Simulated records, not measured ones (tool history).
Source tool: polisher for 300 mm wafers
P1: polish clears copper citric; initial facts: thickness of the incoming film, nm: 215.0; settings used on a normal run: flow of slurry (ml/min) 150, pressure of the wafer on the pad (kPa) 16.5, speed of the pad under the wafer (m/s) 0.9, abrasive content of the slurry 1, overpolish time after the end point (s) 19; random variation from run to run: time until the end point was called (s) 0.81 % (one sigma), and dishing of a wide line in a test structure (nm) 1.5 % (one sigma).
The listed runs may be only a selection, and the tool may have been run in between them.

run  hour  flow of slurry (ml/min)  pressure of the wafer on the pad (kPa)  speed of the pad under the wafer (m/s)  abrasive content of the slurry  overpolish time after the end point (s)  time until the end point was called (s)  dishing of a wide line in a test structure (nm)
  1     4                      150                                    16.5                                     0.9                               1                                       19                                   132.64                                           20.299
  2   6.8                      225                                    16.5                                     0.9                               1                                       19                                   124.06                                           21.533
  3  11.4                      150                                      11                                     0.9                               1                                       19                                   200.44                                           14.619
  4  15.8                      150                                    24.1                                     0.9                               1                                       19                                   91.964                                           28.881
  5  19.1                      150                                    22.8                                     0.9                               1                                       28                                    98.23                                           37.371
  6  21.7                      150                                    16.5                                     0.9                               1                                       19                                   134.35                                           21.511
  7  25.8                      150                                    16.5                                     0.9                               1                                       19                                   132.88                                           20.681
  8  29.4                      105                                    16.5                                     0.9                               1                                       19                                    142.3                                           19.252
  9  32.8                      150                                    16.5                                     0.9                               1                                       19                                   133.36                                           20.072
 10  36.2                      150                                    16.5                                     0.9                               1                                       33                                   133.02                                           34.133
 11  39.5                      150                                    16.5                                     0.9                            0.55                                       19                                   152.65                                           18.095
 12  43.4                      150                                    16.5                                     0.9                               1                                       19                                   133.61                                           20.589
     45.1  -- slurry nozzle cleaned
 13  45.6                      150                                    16.5                                     0.9                               1                                        8                                   133.39                                             9.49
 14  49.3                      150                                    16.5                                     0.9                             1.4                                       19                                   123.94                                           22.168
 15    53                      150                                    16.5                                    1.38                               1                                       19                                   87.653                                           29.335
 16  56.8                      150                                    16.5                                     0.9                               1                                       19                                   131.98                                           20.806
 17  59.4                      150                                    16.5                                    0.44                               1                                       19                                   267.41                                           10.855
 18  63.3                      150                                    16.5                                     0.9                               1                                       19                                   133.57                                           20.525
 19  66.5                      150                                    16.5                                     0.9                               1                                       19                                   136.09                                           20.055
 20  70.4                      150                                    16.5                                     0.9                               1                                       19                                   141.04                                            19.79
 21  72.7                      150                                    16.5                                     0.9                               1                                       19                                   140.93                                            19.21
 22  76.2                      150                                    16.5                                     0.9                               1                                       19                                   142.25                                           19.502
 23  78.5                      150                                    16.5                                     0.9                               1                                       19                                   144.42                                           19.474

Expected results for the next run?
 24  80.6                      150                                    16.5                                     0.9                               1                                       19                                        ?                                                ?

time until the end point was called (s): 142.53
dishing of a wide line in a test structure (nm): 19.718
